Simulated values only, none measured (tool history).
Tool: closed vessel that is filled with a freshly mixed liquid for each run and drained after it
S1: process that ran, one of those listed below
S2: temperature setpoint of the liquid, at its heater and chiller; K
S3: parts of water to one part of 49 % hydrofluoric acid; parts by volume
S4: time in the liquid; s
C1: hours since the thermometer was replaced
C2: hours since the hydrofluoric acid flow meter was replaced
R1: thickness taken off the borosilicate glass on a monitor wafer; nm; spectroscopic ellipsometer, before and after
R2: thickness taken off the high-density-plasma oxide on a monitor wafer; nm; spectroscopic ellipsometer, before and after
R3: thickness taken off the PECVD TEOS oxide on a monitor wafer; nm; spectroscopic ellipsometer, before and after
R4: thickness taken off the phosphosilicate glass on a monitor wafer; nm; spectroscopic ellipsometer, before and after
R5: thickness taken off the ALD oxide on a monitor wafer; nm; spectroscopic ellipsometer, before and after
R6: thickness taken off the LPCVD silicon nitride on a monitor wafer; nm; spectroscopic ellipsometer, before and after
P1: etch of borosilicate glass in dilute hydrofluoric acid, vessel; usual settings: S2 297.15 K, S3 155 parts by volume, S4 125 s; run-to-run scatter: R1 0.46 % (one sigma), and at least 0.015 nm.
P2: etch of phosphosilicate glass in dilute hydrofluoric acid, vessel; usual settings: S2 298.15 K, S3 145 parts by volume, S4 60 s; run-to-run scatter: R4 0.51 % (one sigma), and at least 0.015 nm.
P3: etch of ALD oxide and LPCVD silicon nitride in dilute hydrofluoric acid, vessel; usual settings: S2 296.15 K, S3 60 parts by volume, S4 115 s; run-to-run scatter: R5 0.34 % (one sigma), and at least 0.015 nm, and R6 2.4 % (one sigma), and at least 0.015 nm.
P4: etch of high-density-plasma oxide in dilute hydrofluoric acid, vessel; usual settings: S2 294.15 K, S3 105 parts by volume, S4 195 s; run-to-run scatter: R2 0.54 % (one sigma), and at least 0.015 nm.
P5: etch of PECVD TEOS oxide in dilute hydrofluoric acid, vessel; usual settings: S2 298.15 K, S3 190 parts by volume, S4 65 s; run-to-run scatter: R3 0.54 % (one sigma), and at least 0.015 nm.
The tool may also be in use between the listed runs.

run	day	S1	S2	S3	S4	C1	C2	R1	R2	R3	R4	R5	R6
1	0.254	P1	297.15	155	125	849.8	523.6	22.6250					
2	0.442	P1	302.65	155	125	854.3	528.1	27.8720					
3	0.700	P1	297.15	155	125	860.5	534.3	22.6110					
4	0.850	P4	294.15	105	195	864.1	537.9		8.2916				
5	1.000	P5	298.15	65	65	867.7	541.5			30.6790			
6	1.146	P2	298.15	145	60	871.2	545.0				24.517		
7	1.371	P5	290.15	190	65	876.6	550.4			6.5704			
8	1.592	P4	294.15	30	195	881.9	555.7		32.1790				
9	1.788	P5	298.15	190	30	886.6	560.4			4.2099			
10	2.008	P1	297.15	275	55	891.9	565.7	4.9739					
11	2.171	P1	297.15	155	50	895.8	569.6	9.0346					
12	2.308	P1	297.15	35	125	899.1	572.9	116.3800					
13	2.546	P1	297.15	260	125	904.8	578.6	12.1210					
14	2.675	P2	298.15	145	30	907.9	581.7				12.345		
15	2.958	P1	290.65	155	70	914.7	588.5	9.7632					
16	3.162	P2	298.15	145	60	919.6	593.4				24.528		
17	3.375	P4	294.15	105	330	924.7	598.5		14.1600				
18	3.658	P3	296.15	30	115	931.5	605.3					91.462	1.69660
19	3.821	P3	296.15	60	115	935.4	609.2					44.022	0.89251
20	4.046	P3	296.15	60	115	940.8	614.6					43.847	0.90068
21	4.258	P1	297.15	155	125	945.9	619.7	22.7140					
22	4.525	P5	298.15	190	65	952.3	626.1			9.1184			
23	4.667	P2	306.65	145	60	955.7	629.5				33.679		
24	4.917	P1	297.15	155	250	961.7	635.5	45.1760					
25	5.083	P4	302.15	105	195	965.7	639.5		11.3280				
26	5.358	P2	298.15	40	60	972.3	646.1				102.550		
27	5.604	P1	290.65	155	125	978.2	652.0	17.6330					
28	5.792	P1	302.65	155	225	982.7	656.5	49.7410					
29	6.000	P1	297.15	155	125	987.7	661.5	22.6720					

Run 30 comes next. What will it give?
30	6.142	P3	301.15	60	115	991.1	664.9					?	?

Run 30 gave R5 53.870 nm, R6 1.25790 nm.

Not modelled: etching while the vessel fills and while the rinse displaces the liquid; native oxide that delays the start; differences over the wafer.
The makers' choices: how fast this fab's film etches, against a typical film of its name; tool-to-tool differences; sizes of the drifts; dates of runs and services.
